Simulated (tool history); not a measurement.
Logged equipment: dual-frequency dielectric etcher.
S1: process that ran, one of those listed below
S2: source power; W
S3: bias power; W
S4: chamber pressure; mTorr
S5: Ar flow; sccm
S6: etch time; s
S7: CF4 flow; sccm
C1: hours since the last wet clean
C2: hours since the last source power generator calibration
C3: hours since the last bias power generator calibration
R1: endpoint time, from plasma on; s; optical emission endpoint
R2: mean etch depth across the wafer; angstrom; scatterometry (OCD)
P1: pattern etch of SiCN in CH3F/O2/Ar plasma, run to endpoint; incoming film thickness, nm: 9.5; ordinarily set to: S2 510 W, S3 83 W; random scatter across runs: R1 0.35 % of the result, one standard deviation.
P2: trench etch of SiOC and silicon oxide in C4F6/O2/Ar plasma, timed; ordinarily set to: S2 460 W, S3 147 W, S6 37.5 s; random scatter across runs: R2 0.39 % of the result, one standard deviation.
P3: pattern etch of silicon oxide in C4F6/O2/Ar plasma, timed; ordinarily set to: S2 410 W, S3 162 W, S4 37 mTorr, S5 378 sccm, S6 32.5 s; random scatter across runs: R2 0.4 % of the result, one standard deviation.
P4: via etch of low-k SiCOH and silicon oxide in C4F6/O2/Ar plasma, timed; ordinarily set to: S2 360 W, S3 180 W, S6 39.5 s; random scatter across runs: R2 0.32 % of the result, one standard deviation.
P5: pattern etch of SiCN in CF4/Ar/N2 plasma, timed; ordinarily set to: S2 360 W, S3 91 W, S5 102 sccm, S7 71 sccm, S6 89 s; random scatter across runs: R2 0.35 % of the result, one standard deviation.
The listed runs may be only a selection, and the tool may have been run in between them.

| run | hour | S1 | S2 | S3 | S4 | S5 | S6 | S7 | C1 | C2 | C3 | R1 | R2 |
|---|---|---|---|---|---|---|---|---|---|---|---|---|---|
| 1 | 10.8 | P1 | 510 | 83 |  |  |  |  | 172.3 | 3274.7 | 3293 | 22.105 |  |
| 2 | 29.6 | P3 | 410 | 162 | 52 | 378 | 32.5 |  | 191.1 | 3293.5 | 3311.8 |  | 914.32 |
| 3 | 38.7 | P2 | 460 | 192 |  |  | 37.5 |  | 200.2 | 3302.6 | 3320.9 |  | 851.61 |
| 4 | 50 | P4 | 360 | 180 |  |  | 39.5 |  | 211.5 | 3313.9 | 3332.2 |  | 1007.5 |
| 5 | 64.9 | P1 | 390 | 68 |  |  |  |  | 226.4 | 3328.8 | 3347.1 | 26.147 |  |
| 6 | 83 | P3 | 260 | 162 | 37 | 378 | 32.5 |  | 244.5 | 3346.9 | 3365.2 |  | 796.6 |
| 7 | 101.9 | P1 | 320 | 61 |  |  |  |  | 263.4 | 3365.8 | 3384.1 | 29.215 |  |
| 8 | 114.6 | P4 | 360 | 218 |  |  | 39.5 |  | 276.1 | 3378.5 | 3396.8 |  | 1074 |
| 9 | 130.8 | P4 | 250 | 180 |  |  | 39.5 |  | 292.3 | 3394.7 | 3413 |  | 875.23 |
| 10 | 146.2 | P5 | 360 | 91 |  | 135 | 89 | 71 | 307.7 | 3410.1 | 3428.4 |  | 646.75 |
| 11 | 158 | P5 | 360 | 91 |  | 102 | 89 | 71 | 319.5 | 3421.9 | 3440.2 |  | 669.23 |
| 12 | 171.1 | P2 | 460 | 147 |  |  | 37.5 |  | 332.6 | 3435 | 3453.3 |  | 783.37 |
| 13 | 180.5 | P4 | 360 | 180 |  |  | 21.5 |  | 342 | 3444.4 | 3462.7 |  | 547.51 |
| 14 | 192.6 | P2 | 460 | 147 |  |  | 53.5 |  | 354.1 | 3456.5 | 3474.8 |  | 1121.4 |
| 15 | 211.7 | P1 | 510 | 83 |  |  |  |  | 373.2 | 3475.6 | 3493.9 | 22.059 |  |
| 16 | 228.5 | P5 | 440 | 91 |  | 102 | 89 | 71 | 390 | 3492.4 | 3510.7 |  | 797.49 |
| 17 | 243.2 | P1 | 510 | 83 |  |  |  |  | 404.7 | 3507.1 | 3525.4 | 21.99 |  |
| 18 | 255.8 | P1 | 510 | 83 |  |  |  |  | 417.3 | 3519.7 | 3538 | 21.863 |  |
| 19 | 264.4 | P3 | 410 | 162 | 37 | 452 | 32.5 |  | 425.9 | 3528.3 | 3546.6 |  | 931.62 |
| 20 | 281.9 | P2 | 460 | 147 |  |  | 37.5 |  | 443.4 | 3545.8 | 3564.1 |  | 791.35 |
| 21 | 297.8 | P1 | 350 | 67 |  |  |  |  | 459.3 | 3561.7 | 3580 | 27.261 |  |
| 22 | 313 | P3 | 410 | 162 | 37 | 378 | 32.5 |  | 474.5 | 3576.9 | 3595.2 |  | 950.29 |
| 23 | 329.3 | P1 | 510 | 99 |  |  |  |  | 490.8 | 3593.2 | 3611.5 | 20.718 |  |
| 24 | 343.7 | P3 | 410 | 162 | 37 | 378 | 18 |  | 505.2 | 3607.6 | 3625.9 |  | 531.82 |
| 25 | 359.4 | P5 | 360 | 128 |  | 102 | 89 | 71 | 520.9 | 3623.3 | 3641.6 |  | 766.2 |
| 26 | 370.3 | P1 | 390 | 83 |  |  |  |  | 531.8 | 3634.2 | 3652.5 | 24.284 |  |
| 27 | 384.8 | P5 | 360 | 91 |  | 102 | 89 | 101 | 546.3 | 3648.7 | 3667 |  | 699.79 |
| 28 | 397 | P2 | 290 | 147 |  |  | 37.5 |  | 558.5 | 3660.9 | 3679.2 |  | 654.3 |
| 29 | 408.6 | P3 | 410 | 162 | 37 | 378 | 32.5 |  | 570.1 | 3672.5 | 3690.8 |  | 951.57 |
| 30 | 424 | P4 | 360 | 180 |  |  | 39.5 |  | 585.5 | 3687.9 | 3706.2 |  | 1005.4 |
| 31 | 438.7 | P1 | 510 | 52 |  |  |  |  | 600.2 | 3702.6 | 3720.9 | 25.784 |  |
| 32 | 452.1 | P3 | 410 | 211 | 37 | 378 | 32.5 |  | 613.6 | 3716 | 3734.3 |  | 1035 |
| 33 | 468.5 | P1 | 510 | 83 |  |  |  |  | 630 | 3732.4 | 3750.7 | 21.894 |  |
| 34 | 476.8 | P5 | 360 | 91 |  | 102 | 114.5 | 71 | 638.3 | 3740.7 | 3759 |  | 860.76 |
| 35 | 487.2 | P1 | 670 | 83 |  |  |  |  | 648.7 | 3751.1 | 3769.4 | 19.858 |  |
| 36 | 500.9 | P1 | 510 | 83 |  |  |  |  | 662.4 | 3764.8 | 3783.1 | 22.062 |  |
| 37 | 510.4 | P1 | 510 | 83 |  |  |  |  | 671.9 | 3774.3 | 3792.6 | 22.111 |  |
| 38 | 527.8 | P1 | 510 | 83 |  |  |  |  | 689.3 | 3791.7 | 3810 | 22.3 |  |
| 39 | 540.1 | P1 | 510 | 83 |  |  |  |  | 701.6 | 3804 | 3822.3 | 22.291 |  |
| 40 | 551.6 | P1 | 510 | 83 |  |  |  |  | 713.1 | 3815.5 | 3833.8 | 22.295 |  |
| 41 | 568.2 | P1 | 510 | 83 |  |  |  |  | 729.7 | 3832.1 | 3850.4 | 22.368 |  |
|  | 573.7 | wet clean of the chamber |
| 42 | 582.2 | P1 | 510 | 83 |  |  |  |  | 8.6 | 3846.1 | 3864.4 | 22.176 |  |
| 43 | 598.6 | P1 | 510 | 83 |  |  |  |  | 25 | 3862.5 | 3880.8 | 22.352 |  |
| 44 | 615.8 | P1 | 510 | 83 |  |  |  |  | 42.2 | 3879.7 | 3898 | 22.363 |  |

P1 has crept away from where it was. The log is fitted equally well by each of these 2 causes, at the sizes shown:
A: source power that arrives under what is set, % = 4.52
B: bias power that arrives under what is set, % = 4.74
The process output started creeping at around hour 500.9.
Each remaining cause and why it is not a fit:
chamber walls in a state that lowers the etch rate, %: serviced at hour 573.7, which brought nothing back

You are offered 4 check runs, listed below with question marks in place of their results; each one averages 2 wafers. Which run separates the listed causes by giving clearly different results for each?
| check 1 | 633 | P2 | 460 | 181 |  |  | 50.5 |  |  |  |  |  | ? |
| check 2 | 633 | P3 | 410 | 191 | 37 | 378 | 32.5 |  |  |  |  |  | ? |
| check 3 | 633 | P4 | 250 | 180 |  |  | 39.5 |  |  |  |  |  | ? |
| check 4 | 633 | P5 | 360 | 91 |  | 127 | 89 | 71 |  |  |  |  | ? |

Predicted outcomes, by check and by cause:
| check | result | if A | if B |
|---|---|---|---|
| check 1 | R2 | 1106.9 | 1110.1 |
| check 2 | R2 | 986.35 | 988.84 |
| check 3 | R2 | 858.17 | 859.91 |
| check 4 | R2 | 625.01 | 638.76 |
Per check, the gap between the least separated pair of causes, taken in the result that splits them most: check 1 0.29 %; check 2 0.25 %; check 3 0.2 %; check 4 2.18 %
Only in check 4 would the causes give clearly different results; in the remaining checks their results would be nearly the same.

Here is what check 4 returned: R2 624.35 angstrom. Which cause is it?

The cause is A: source power that arrives under what is set, %.

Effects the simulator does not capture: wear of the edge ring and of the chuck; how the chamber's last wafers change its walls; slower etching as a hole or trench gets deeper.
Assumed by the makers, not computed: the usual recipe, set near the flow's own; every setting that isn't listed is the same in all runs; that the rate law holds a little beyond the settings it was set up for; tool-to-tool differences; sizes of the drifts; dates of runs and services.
